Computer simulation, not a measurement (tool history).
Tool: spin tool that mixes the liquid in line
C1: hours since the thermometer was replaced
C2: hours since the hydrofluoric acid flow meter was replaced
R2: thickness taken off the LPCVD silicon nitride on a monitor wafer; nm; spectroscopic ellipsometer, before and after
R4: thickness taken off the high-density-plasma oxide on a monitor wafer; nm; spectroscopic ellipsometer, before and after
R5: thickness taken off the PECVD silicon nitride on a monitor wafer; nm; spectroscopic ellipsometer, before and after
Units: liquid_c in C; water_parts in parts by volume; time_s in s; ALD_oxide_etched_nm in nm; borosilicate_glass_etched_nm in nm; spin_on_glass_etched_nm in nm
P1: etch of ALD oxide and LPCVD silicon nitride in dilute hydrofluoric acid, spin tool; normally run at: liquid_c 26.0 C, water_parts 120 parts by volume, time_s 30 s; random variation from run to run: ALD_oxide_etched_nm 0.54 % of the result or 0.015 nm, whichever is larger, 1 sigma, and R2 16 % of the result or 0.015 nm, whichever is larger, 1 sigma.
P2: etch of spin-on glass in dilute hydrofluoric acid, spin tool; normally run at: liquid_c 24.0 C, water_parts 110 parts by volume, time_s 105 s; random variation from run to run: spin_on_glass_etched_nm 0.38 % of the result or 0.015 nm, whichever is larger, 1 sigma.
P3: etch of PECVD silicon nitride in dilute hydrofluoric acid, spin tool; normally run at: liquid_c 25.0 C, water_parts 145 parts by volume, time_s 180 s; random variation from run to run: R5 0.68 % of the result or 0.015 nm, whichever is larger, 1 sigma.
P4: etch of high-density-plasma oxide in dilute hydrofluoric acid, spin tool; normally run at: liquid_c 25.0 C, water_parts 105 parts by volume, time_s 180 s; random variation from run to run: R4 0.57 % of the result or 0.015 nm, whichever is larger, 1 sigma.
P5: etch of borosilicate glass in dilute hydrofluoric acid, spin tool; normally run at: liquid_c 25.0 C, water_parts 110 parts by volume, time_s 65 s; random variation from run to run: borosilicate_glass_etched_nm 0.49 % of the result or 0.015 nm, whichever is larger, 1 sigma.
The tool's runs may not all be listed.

run 1 hour=14.6 | process=P1 liquid_c=26.0 water_parts=120 time_s=30 | C1=1821.7 C2=1653.7 | ALD_oxide_etched_nm=8.7571 R2=0.157570
run 2 hour=29.6 | process=P5 liquid_c=32.5 water_parts=110 time_s=65 | C1=1836.7 C2=1668.7 | borosilicate_glass_etched_nm=30.6420
run 3 hour=40.0 | process=P4 liquid_c=25.0 water_parts=35 time_s=180 | C1=1847.1 C2=1679.1 | R4=34.201
run 4 hour=47.1 | process=P4 liquid_c=25.0 water_parts=105 time_s=180 | C1=1854.2 C2=1686.2 | R4=10.426
run 5 hour=55.3 | process=P5 liquid_c=25.0 water_parts=65 time_s=65 | C1=1862.4 C2=1694.4 | borosilicate_glass_etched_nm=41.8160
run 6 hour=67.6 | process=P1 liquid_c=22.0 water_parts=120 time_s=30 | C1=1874.7 C2=1706.7 | ALD_oxide_etched_nm=7.3604 R2=0.076007
run 7 hour=75.4 | process=P1 liquid_c=26.0 water_parts=120 time_s=30 | C1=1882.5 C2=1714.5 | ALD_oxide_etched_nm=8.7031 R2=0.102200
run 8 hour=87.6 | process=P5 liquid_c=25.0 water_parts=110 time_s=65 | C1=1894.7 C2=1726.7 | borosilicate_glass_etched_nm=23.1810
run 9 hour=102.8 | process=P1 liquid_c=26.0 water_parts=120 time_s=30 | C1=1909.9 C2=1741.9 | ALD_oxide_etched_nm=8.7520 R2=0.162670
run 10 hour=111.0 | process=P3 liquid_c=19.5 water_parts=145 time_s=180 | C1=1918.1 C2=1750.1 | R5=2.3625
run 11 hour=119.4 | process=P1 liquid_c=26.0 water_parts=120 time_s=30 | C1=1926.5 C2=1758.5 | ALD_oxide_etched_nm=8.7965 R2=0.136740
run 12 hour=128.0 | process=P1 liquid_c=26.0 water_parts=120 time_s=15 | C1=1935.1 C2=1767.1 | ALD_oxide_etched_nm=4.3290 R2=0.078818
run 13 hour=138.9 | process=P2 liquid_c=28.5 water_parts=110 time_s=105 | C1=1946.0 C2=1778.0 | spin_on_glass_etched_nm=58.684
run 14 hour=150.9 | process=P1 liquid_c=26.0 water_parts=40 time_s=30 | C1=1958.0 C2=1790.0 | ALD_oxide_etched_nm=29.0430 R2=0.409070
run 15 hour=163.0 | process=P1 liquid_c=26.0 water_parts=170 time_s=30 | C1=1970.1 C2=1802.1 | ALD_oxide_etched_nm=5.7640 R2=0.107050
run 16 hour=170.5 | process=P2 liquid_c=24.0 water_parts=110 time_s=105 | C1=1977.6 C2=1809.6 | spin_on_glass_etched_nm=49.208
run 17 hour=183.5 | process=P3 liquid_c=25.0 water_parts=145 time_s=180 | C1=1990.6 C2=1822.6 | R5=3.4122
run 18 hour=192.3 | process=P1 liquid_c=31.0 water_parts=120 time_s=30 | C1=1999.4 C2=1831.4 | ALD_oxide_etched_nm=10.4330 R2=0.123120
run 19 hour=201.8 | process=P2 liquid_c=24.0 water_parts=110 time_s=105 | C1=2008.9 C2=1840.9 | spin_on_glass_etched_nm=49.565
run 20 hour=209.7 | process=P1 liquid_c=26.0 water_parts=60 time_s=15 | C1=2016.8 C2=1848.8 | ALD_oxide_etched_nm=9.4411 R2=0.126270
run 21 hour=217.1 | process=P2 liquid_c=24.0 water_parts=30 time_s=105 | C1=2024.2 C2=1856.2 | spin_on_glass_etched_nm=199.800
run 22 hour=232.0 | process=P4 liquid_c=17.0 water_parts=105 time_s=180 | C1=2039.1 C2=1871.1 | R4=7.443
run 23 hour=242.7 | process=P3 liquid_c=25.0 water_parts=145 time_s=350 | C1=2049.8 C2=1881.8 | R5=6.6336
run 24 hour=255.7 | process=P3 liquid_c=25.0 water_parts=195 time_s=180 | C1=2062.8 C2=1894.8 | R5=2.4806
run 25 hour=267.7 | process=P1 liquid_c=26.0 water_parts=120 time_s=60 | C1=2074.8 C2=1906.8 | ALD_oxide_etched_nm=17.6260 R2=0.244490
run 26 hour=282.0 | process=P2 liquid_c=24.0 water_parts=110 time_s=165 | C1=2089.1 C2=1921.1 | spin_on_glass_etched_nm=77.233
run 27 hour=293.1 | process=P1 liquid_c=26.0 water_parts=120 time_s=30 | C1=2100.2 C2=1932.2 | ALD_oxide_etched_nm=8.7102 R2=0.098783
run 28 hour=304.1 | process=P4 liquid_c=25.0 water_parts=105 time_s=315 | C1=2111.2 C2=1943.2 | R4=18.305
run 29 hour=318.3 | process=P5 liquid_c=25.0 water_parts=110 time_s=25 | C1=2125.4 C2=1957.4 | borosilicate_glass_etched_nm=8.9873
run 30 hour=329.9 | process=P1 liquid_c=26.0 water_parts=120 time_s=30 | C1=2137.0 C2=1969.0 | ALD_oxide_etched_nm=8.7853 R2=0.098537
run 31 hour=340.8 | process=P1 liquid_c=26.0 water_parts=120 time_s=30 | C1=2147.9 C2=1979.9 | ALD_oxide_etched_nm=8.3756 R2=0.148090
run 32 hour=348.0 | process=P1 liquid_c=26.0 water_parts=120 time_s=30 | C1=2155.1 C2=1987.1 | ALD_oxide_etched_nm=8.3369 R2=0.148440
run 33 hour=362.5 | process=P1 liquid_c=26.0 water_parts=120 time_s=30 | C1=2169.6 C2=2001.6 | ALD_oxide_etched_nm=8.1478 R2=0.072186
run 34 hour=376.9 | process=P1 liquid_c=26.0 water_parts=120 time_s=30 | C1=2184.0 C2=2016.0 | ALD_oxide_etched_nm=8.0292 R2=0.117120
run 35 hour=389.1 | process=P1 liquid_c=26.0 water_parts=120 time_s=30 | C1=2196.2 C2=2028.2 | ALD_oxide_etched_nm=8.0519 R2=0.112870
run 36 hour=398.0 | process=P1 liquid_c=26.0 water_parts=120 time_s=30 | C1=2205.1 C2=2037.1 | ALD_oxide_etched_nm=8.0667 R2=0.112210
run 37 hour=405.9 | process=P1 liquid_c=26.0 water_parts=120 time_s=30 | C1=2213.0 C2=2045.0 | ALD_oxide_etched_nm=8.0425 R2=0.076749
run 38 hour=413.4 | process=P1 liquid_c=26.0 water_parts=120 time_s=30 | C1=2220.5 C2=2052.5 | ALD_oxide_etched_nm=8.0667 R2=0.135900
run 39 hour=426.6 | process=P1 liquid_c=26.0 water_parts=120 time_s=30 | C1=2233.7 C2=2065.7 | ALD_oxide_etched_nm=8.0585 R2=0.102020

What P1 gives has crept away from where it was. These 2 causes fit the log equally well, each at the size given:
A: liquid colder than its thermometer reads (K) = 2.16
B: hydrofluoric acid flow below the setpoint (%) = 6.96
The creep began at about hour 329.9.

4 check runs are offered, one wafer each, their results left as question marks. Which one tells the causes apart?
run check 1 hour=439.8 | process=P4 liquid_c=25.0 water_parts=105 time_s=180 | R4=?
run check 2 hour=439.8 | process=P2 liquid_c=24.0 water_parts=110 time_s=105 | spin_on_glass_etched_nm=?
run check 3 hour=439.8 | process=P5 liquid_c=25.0 water_parts=110 time_s=65 | borosilicate_glass_etched_nm=?
run check 4 hour=439.8 | process=P3 liquid_c=25.0 water_parts=145 time_s=180 | R5=?

What each check would give under each cause:
check=check_1 result=R4 if_A=9.5299 if_B=9.5632
check=check_2 result=spin_on_glass_etched_nm if_A=45.363 if_B=45.534
check=check_3 result=borosilicate_glass_etched_nm if_A=21.3560 if_B=21.4140
check=check_4 result=R5 if_A=2.9559 if_B=3.1641
How far apart the two closest causes lie, in the result that separates them most: check 1 0.35 %; check 2 0.38 %; check 3 0.27 %; check 4 6.81 %
Only check 4 tells the causes apart: in the others they would give nearly the same result.

Check 4 was then run and gave: R5 2.9433 nm. Which cause is it?

It is A: liquid colder than its thermometer reads (K).
